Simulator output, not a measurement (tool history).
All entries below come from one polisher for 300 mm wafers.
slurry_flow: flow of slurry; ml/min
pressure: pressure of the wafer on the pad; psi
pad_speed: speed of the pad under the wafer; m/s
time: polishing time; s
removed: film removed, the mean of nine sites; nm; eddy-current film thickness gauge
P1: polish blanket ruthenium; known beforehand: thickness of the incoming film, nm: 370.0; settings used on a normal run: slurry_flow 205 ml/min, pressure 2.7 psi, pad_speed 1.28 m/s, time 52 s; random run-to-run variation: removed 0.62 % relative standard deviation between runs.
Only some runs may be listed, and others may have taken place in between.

run	hour	slurry_flow	pressure	pad_speed	time	removed
1	18.9	205	2.7	1.28	52	90.759
2	27.5	205	1.3	1.78	52	61.259
3	40.8	205	2.7	1.96	52	140.160
4	50.0	205	2.7	1.28	52	90.662
5	65.9	205	1.2	1.28	52	40.398
6	75.9	205	2.7	1.28	34	59.349
7	84.3	205	2.7	1.28	80	139.870
8	96.9	205	4.1	1.28	52	138.950
9	113.3	205	2.7	0.68	52	48.768
10	121.8	275	2.7	0.82	52	60.668
11	133.4	205	2.7	1.28	52	91.897
12	147.7	205	2.7	1.28	52	90.621
13	164.9	205	2.7	1.28	52	91.725
14	176.9	305	2.7	1.28	52	95.638
15	193.2	125	2.7	1.28	52	84.089
16	205.3	205	2.7	1.28	52	91.119
17	223.2	205	3.3	1.28	39	83.894
18	235.3	205	2.7	1.28	52	90.999
19	248.9	205	2.7	1.28	52	89.050
20	257.1	205	2.7	1.28	52	86.558
21	267.2	205	2.7	1.28	52	85.798
22	280.6	205	2.7	1.28	52	85.715
23	293.5	205	2.7	1.28	52	85.894
# hour 306.6: head pressure recalibrated
24	311.4	205	2.7	1.28	52	84.355
25	320.5	205	2.7	1.28	52	85.469
26	332.1	205	2.7	1.28	52	83.911

What P1 gives has crept away from where it was. These 2 causes fit the log equally well, each at the size given:
A: removal rate lost through wear of the pad, % = 7.78
B: slurry flow missing at the pad, % = 38.9
The process output started creeping at around hour 235.3.
What rules out each remaining cause:
head's pressure below its setpoint, %: serviced at hour 306.6, which brought nothing back

Listed below are the offered check runs, one wafer per run, with question marks in place of results. For which of them would the causes give clearly different outcomes?
check 1	343.7	205	1.3	0.76	52	?
check 2	343.7	205	2.7	1.70	52	?
check 3	343.7	205	2.7	1.74	36	?
check 4	343.7	125	2.7	1.28	52	?

Check results expected under each cause:
check	result	if A	if B
check 1	removed	24.035	24.036
check 2	removed	111.660	111.660
check 3	removed	79.121	79.125
check 4	removed	77.504	74.066
Minimum pairwise separation of causes per check, each pair taken at its best-separating result: check 1 0.01 %; check 2 0.01 %; check 3 0.01 %; check 4 4.54 %
Of the check runs offered, only check 4 discriminates between the causes; the rest would read about the same regardless of which cause applies.

Running check 4 produced the following: removed 76.682 nm. Which one of the listed causes fits?

It was cause A: removal rate lost through wear of the pad, %.
